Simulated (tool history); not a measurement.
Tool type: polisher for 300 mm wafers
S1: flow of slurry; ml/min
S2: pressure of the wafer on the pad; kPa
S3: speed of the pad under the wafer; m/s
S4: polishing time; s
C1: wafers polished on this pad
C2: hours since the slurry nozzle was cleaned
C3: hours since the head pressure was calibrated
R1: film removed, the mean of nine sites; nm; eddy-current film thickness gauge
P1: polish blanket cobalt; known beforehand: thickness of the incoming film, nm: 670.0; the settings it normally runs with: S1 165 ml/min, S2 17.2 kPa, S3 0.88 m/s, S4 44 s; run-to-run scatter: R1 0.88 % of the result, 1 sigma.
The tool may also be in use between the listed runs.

| run | hour | S1 | S2 | S3 | S4 | C1 | C2 | C3 | R1 |
|---|---|---|---|---|---|---|---|---|---|
| 1 | 6.5 | 165 | 17.2 | 0.88 | 44 | 572 | 229.5 | 274.7 | 251.14 |
| 2 | 13.4 | 165 | 17.2 | 0.88 | 21 | 628 | 236.4 | 281.6 | 118.26 |
| 3 | 21.5 | 165 | 17.2 | 0.88 | 60 | 694 | 244.5 | 289.7 | 339.03 |
| 4 | 26.5 | 105 | 17.2 | 0.88 | 44 | 735 | 249.5 | 294.7 | 224.44 |
| 5 | 34.6 | 165 | 9 | 1.34 | 44 | 802 | 257.6 | 302.8 | 192.85 |
| 6 | 40 | 165 | 8.3 | 0.88 | 44 | 846 | 263 | 308.2 | 118.18 |
| 7 | 43.9 | 235 | 17.2 | 0.88 | 44 | 878 | 266.9 | 312.1 | 260.99 |
| 8 | 51.1 | 165 | 17.2 | 0.88 | 44 | 937 | 274.1 | 319.3 | 250.82 |
| 9 | 58.1 | 165 | 24.8 | 0.88 | 44 | 994 | 281.1 | 326.3 | 355.56 |
| 10 | 66.6 | 165 | 17.2 | 0.88 | 44 | 1063 | 289.6 | 334.8 | 248.85 |
| 11 | 74.3 | 165 | 17.2 | 0.62 | 44 | 1127 | 297.3 | 342.5 | 176.97 |
| 12 | 80.7 | 165 | 17.2 | 0.88 | 44 | 1179 | 303.7 | 348.9 | 250.22 |
| 13 | 86.2 | 165 | 17.2 | 1.36 | 44 | 1224 | 309.2 | 354.4 | 386.15 |
| 14 | 93 | 165 | 17.2 | 0.88 | 44 | 1280 | 316 | 361.2 | 246.19 |

The next listed run, before its measurement:
| 15 | 97.5 | 165 | 17.2 | 0.88 | 44 | 1316 | 320.5 | 365.7 | ? |

R1: 250.29 nm
